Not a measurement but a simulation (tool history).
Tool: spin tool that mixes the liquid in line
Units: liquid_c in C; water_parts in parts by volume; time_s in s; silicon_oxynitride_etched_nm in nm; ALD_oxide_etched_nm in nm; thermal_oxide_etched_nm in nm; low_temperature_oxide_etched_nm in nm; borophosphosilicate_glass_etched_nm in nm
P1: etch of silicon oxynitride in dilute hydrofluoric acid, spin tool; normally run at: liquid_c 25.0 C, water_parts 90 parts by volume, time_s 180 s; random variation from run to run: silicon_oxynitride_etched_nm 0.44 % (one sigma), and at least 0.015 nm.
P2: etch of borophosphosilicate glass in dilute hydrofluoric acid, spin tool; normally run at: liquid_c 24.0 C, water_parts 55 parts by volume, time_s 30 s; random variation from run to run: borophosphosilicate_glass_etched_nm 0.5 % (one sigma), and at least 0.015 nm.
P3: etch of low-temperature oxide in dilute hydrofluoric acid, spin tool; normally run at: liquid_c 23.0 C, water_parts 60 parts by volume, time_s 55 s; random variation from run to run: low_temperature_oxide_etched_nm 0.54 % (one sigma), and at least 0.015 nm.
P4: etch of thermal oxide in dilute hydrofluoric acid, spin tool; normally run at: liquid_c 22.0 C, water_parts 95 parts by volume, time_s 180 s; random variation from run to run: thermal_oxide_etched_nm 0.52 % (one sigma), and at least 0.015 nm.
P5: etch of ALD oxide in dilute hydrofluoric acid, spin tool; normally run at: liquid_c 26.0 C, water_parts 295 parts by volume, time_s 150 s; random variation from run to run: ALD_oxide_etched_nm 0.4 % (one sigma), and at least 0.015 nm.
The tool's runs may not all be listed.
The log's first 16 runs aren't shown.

run   hour  process  liquid_c  water_parts  time_s  hours since the thermometer was replaced  hours since the hydrofluoric acid flow meter was replaced  silicon_oxynitride_etched_nm  ALD_oxide_etched_nm  thermal_oxide_etched_nm  low_temperature_oxide_etched_nm  borophosphosilicate_glass_etched_nm
 17  200.0       P1      30.0           90     180                                    1376.9                                                      159.1                        7.9337
 18  209.3       P3      23.0           60      55                                    1386.2                                                      168.4                                                                                                      13.5230
 19  217.7       P4      18.0           95     180                                    1394.6                                                      176.8                                                                      7.0498
 20  231.9       P1      19.5          145     180                                    1408.8                                                      191.0                        2.8665
 21  244.9       P1      25.0           45     300                                    1421.8                                                      204.0                       21.8520
 22  253.4       P1      25.0           90     325                                    1430.3                                                      212.5                       11.3620
 23  262.0       P1      25.0           90      90                                    1438.9                                                      221.1                        3.1401
     269.6  -- thermometer replaced
 24  272.3       P2      24.0           55      30                                       2.8                                                      231.4                                                                                                                                            24.288
 25  282.6       P2      28.5           55      30                                      13.1                                                      241.7                                                                                                                                            29.471
 26  297.2       P2      24.0           85      30                                      27.7                                                      256.3                                                                                                                                            15.196
 27  306.2       P3      23.0           60      15                                      36.7                                                      265.3                                                                                                       3.6656
 28  313.1       P1      21.5           90     180                                      43.6                                                      272.2                        5.3172
 29  320.5       P1      25.0           90     180                                      51.0                                                      279.6                        6.2335
 30  335.6       P5      19.0          295     150                                      66.1                                                      294.7                                             7.7806
 31  349.0       P5      26.0          295     150                                      79.5                                                      308.1                                            10.0760
 32  361.3       P5      26.0          505     150                                      91.8                                                      320.4                                             4.7754
 33  368.6       P1      25.0           90     180                                      99.1                                                      327.7                        6.2753
 34  381.0       P1      25.0           90     180                                     111.5                                                      340.1                        5.9585

Run 35 comes next. What will it give?
 35  387.8       P1      25.0           90     180                                     118.3                                                      346.9                             ?

{"run 35": {"silicon_oxynitride_etched_nm": 5.9535}}

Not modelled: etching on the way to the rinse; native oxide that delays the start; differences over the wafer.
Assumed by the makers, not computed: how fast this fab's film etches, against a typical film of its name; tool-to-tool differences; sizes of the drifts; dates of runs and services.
